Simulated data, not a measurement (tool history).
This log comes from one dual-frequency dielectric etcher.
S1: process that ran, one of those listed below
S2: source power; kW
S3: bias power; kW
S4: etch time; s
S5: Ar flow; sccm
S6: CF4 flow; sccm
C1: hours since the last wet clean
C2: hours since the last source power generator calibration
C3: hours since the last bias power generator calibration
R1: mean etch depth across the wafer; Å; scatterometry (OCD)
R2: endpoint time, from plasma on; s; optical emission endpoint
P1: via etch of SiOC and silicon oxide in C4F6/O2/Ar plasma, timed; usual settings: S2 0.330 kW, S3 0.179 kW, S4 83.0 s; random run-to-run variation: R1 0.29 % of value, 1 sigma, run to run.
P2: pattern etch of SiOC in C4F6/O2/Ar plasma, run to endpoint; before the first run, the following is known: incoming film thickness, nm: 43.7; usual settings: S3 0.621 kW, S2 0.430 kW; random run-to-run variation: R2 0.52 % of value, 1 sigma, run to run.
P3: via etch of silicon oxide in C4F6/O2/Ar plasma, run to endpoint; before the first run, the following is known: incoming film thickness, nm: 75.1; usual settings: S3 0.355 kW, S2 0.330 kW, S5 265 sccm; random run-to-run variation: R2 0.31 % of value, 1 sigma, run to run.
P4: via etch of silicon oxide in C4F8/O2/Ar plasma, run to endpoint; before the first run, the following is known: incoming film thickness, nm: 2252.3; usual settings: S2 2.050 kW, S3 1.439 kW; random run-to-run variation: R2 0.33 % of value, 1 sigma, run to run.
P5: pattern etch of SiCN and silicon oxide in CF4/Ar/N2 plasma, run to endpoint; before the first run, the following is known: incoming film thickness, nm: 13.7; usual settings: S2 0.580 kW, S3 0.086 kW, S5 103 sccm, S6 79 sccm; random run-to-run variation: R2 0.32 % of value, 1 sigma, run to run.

Run 1, hour 14.9: S1 P1, S2 0.330 kW, S3 0.179 kW, S4 83.0 s; C1 132.3; C2 1230.5; C3 1543.2. Result: R1 887.55 Å.
Run 2, hour 21.8: S1 P1, S2 0.330 kW, S3 0.240 kW, S4 59.5 s; C1 139.2; C2 1237.4; C3 1550.1. Result: R1 701.13 Å.
Run 3, hour 36.8: S1 P1, S2 0.240 kW, S3 0.179 kW, S4 83.0 s; C1 154.2; C2 1252.4; C3 1565.1. Result: R1 786.08 Å.
Run 4, hour 52.0: S1 P5, S2 0.580 kW, S3 0.086 kW, S5 70 sccm, S6 79 sccm; C1 169.4; C2 1267.6; C3 1580.3. Result: R2 10.848 s.
Run 5, hour 61.3: S1 P4, S2 1.350 kW, S3 1.439 kW; C1 178.7; C2 1276.9; C3 1589.6. Result: R2 561.930 s.
Run 6, hour 74.9: S1 P1, S2 0.330 kW, S3 0.179 kW, S4 83.0 s; C1 192.3; C2 1290.5; C3 1603.2. Result: R1 887.30 Å.
Run 7, hour 82.9: S1 P1, S2 0.330 kW, S3 0.179 kW, S4 45.5 s; C1 200.3; C2 1298.5; C3 1611.2. Result: R1 485.17 Å.
Run 8, hour 89.7: S1 P5, S2 0.580 kW, S3 0.086 kW, S5 103 sccm, S6 79 sccm; C1 207.1; C2 1305.3; C3 1618.0. Result: R2 11.432 s.
Run 9, hour 103.1: S1 P1, S2 0.330 kW, S3 0.179 kW, S4 83.0 s; C1 220.5; C2 1318.7; C3 1631.4. Result: R1 887.57 Å.
Run 10, hour 112.7: S1 P1, S2 0.400 kW, S3 0.179 kW, S4 83.0 s; C1 230.1; C2 1328.3; C3 1641.0. Result: R1 950.97 Å.
Run 11, hour 123.8: S1 P1, S2 0.330 kW, S3 0.179 kW, S4 105.5 s; C1 241.2; C2 1339.4; C3 1652.1. Result: R1 1126.40 Å.
Run 12, hour 132.1: S1 P2, S2 0.610 kW, S3 0.621 kW; C1 249.5; C2 1347.7; C3 1660.4. Result: R2 11.357 s.
Run 13, hour 142.0: S1 P3, S2 0.330 kW, S3 0.355 kW, S5 265 sccm; C1 259.4; C2 1357.6; C3 1670.3. Result: R2 21.062 s.
At hour 155.5: bias power generator calibrated.
Run 14, hour 157.0: S1 P1, S2 0.330 kW, S3 0.138 kW, S4 45.5 s; C1 274.4; C2 1372.6; C3 1.5. Result: R1 448.37 Å.
Run 15, hour 166.4: S1 P4, S2 2.050 kW, S3 1.898 kW; C1 283.8; C2 1382.0; C3 10.9. Result: R2 443.560 s.
Run 16, hour 181.2: S1 P1, S2 0.330 kW, S3 0.222 kW, S4 83.0 s; C1 298.6; C2 1396.8; C3 25.7. Result: R1 952.82 Å.
Run 17, hour 188.0: S1 P3, S2 0.330 kW, S3 0.355 kW, S5 265 sccm; C1 305.4; C2 1403.6; C3 32.5. Result: R2 21.071 s.
Run 18, hour 200.7: S1 P3, S2 0.440 kW, S3 0.355 kW, S5 265 sccm; C1 318.1; C2 1416.3; C3 45.2. Result: R2 18.882 s.
Run 19, hour 208.6: S1 P5, S2 0.360 kW, S3 0.086 kW, S5 103 sccm, S6 79 sccm; C1 326.0; C2 1424.2; C3 53.1. Result: R2 17.386 s.
Run 20, hour 216.1: S1 P1, S2 0.330 kW, S3 0.179 kW, S4 83.0 s; C1 333.5; C2 1431.7; C3 60.6. Result: R1 887.44 Å.
Run 21, hour 223.9: S1 P2, S2 0.430 kW, S3 0.409 kW; C1 341.3; C2 1439.5; C3 68.4. Result: R2 15.062 s.
Run 22, hour 235.9: S1 P1, S2 0.330 kW, S3 0.134 kW, S4 83.0 s; C1 353.3; C2 1451.5; C3 80.4. Result: R1 809.75 Å.
Run 23, hour 245.8: S1 P1, S2 0.450 kW, S3 0.179 kW, S4 99.5 s; C1 363.2; C2 1461.4; C3 90.3. Result: R1 1191.60 Å.
Run 24, hour 254.3: S1 P2, S2 0.430 kW, S3 0.621 kW; C1 371.7; C2 1469.9; C3 98.8. Result: R2 13.080 s.
Run 25, hour 263.5: S1 P2, S2 0.430 kW, S3 0.621 kW; C1 380.9; C2 1479.1; C3 108.0. Result: R2 12.999 s.
Run 26, hour 270.9: S1 P5, S2 0.580 kW, S3 0.051 kW, S5 103 sccm, S6 79 sccm; C1 388.3; C2 1486.5; C3 115.4. Result: R2 13.456 s.
Run 27, hour 281.0: S1 P5, S2 0.580 kW, S3 0.086 kW, S5 103 sccm, S6 110 sccm; C1 398.4; C2 1496.6; C3 125.5. Result: R2 10.842 s.
Run 28, hour 296.0: S1 P3, S2 0.330 kW, S3 0.355 kW, S5 189 sccm; C1 413.4; C2 1511.6; C3 140.5. Result: R2 20.339 s.
Run 29, hour 303.5: S1 P3, S2 0.330 kW, S3 0.224 kW, S5 265 sccm; C1 420.9; C2 1519.1; C3 148.0. Result: R2 24.635 s.
Run 30, hour 317.1: S1 P1, S2 0.330 kW, S3 0.179 kW, S4 83.0 s; C1 434.5; C2 1532.7; C3 161.6. Result: R1 884.40 Å.
Run 31, hour 328.1: S1 P4, S2 2.050 kW, S3 1.439 kW; C1 445.5; C2 1543.7; C3 172.6. Result: R2 479.590 s.
Run 32, hour 338.8: S1 P5, S2 0.580 kW, S3 0.086 kW, S5 103 sccm, S6 79 sccm; C1 456.2; C2 1554.4; C3 183.3. Result: R2 11.357 s.
Run 33, hour 351.1: S1 P1, S2 0.330 kW, S3 0.179 kW, S4 83.0 s; C1 468.5; C2 1566.7; C3 195.6. Result: R1 884.09 Å.
Run 34, hour 362.1: S1 P1, S2 0.330 kW, S3 0.179 kW, S4 83.0 s; C1 479.5; C2 1577.7; C3 206.6. Result: R1 880.68 Å.
Run 35, hour 369.6: S1 P1, S2 0.330 kW, S3 0.179 kW, S4 83.0 s; C1 487.0; C2 1585.2; C3 214.1. Result: R1 876.34 Å.

Run 36 comes next. What will it give?
Run 36, hour 376.7: S1 P1, S2 0.330 kW, S3 0.179 kW, S4 83.0 s; C1 494.1; C2 1592.3; C3 221.2. Result: R1 ?.

R1: 881.63 Å
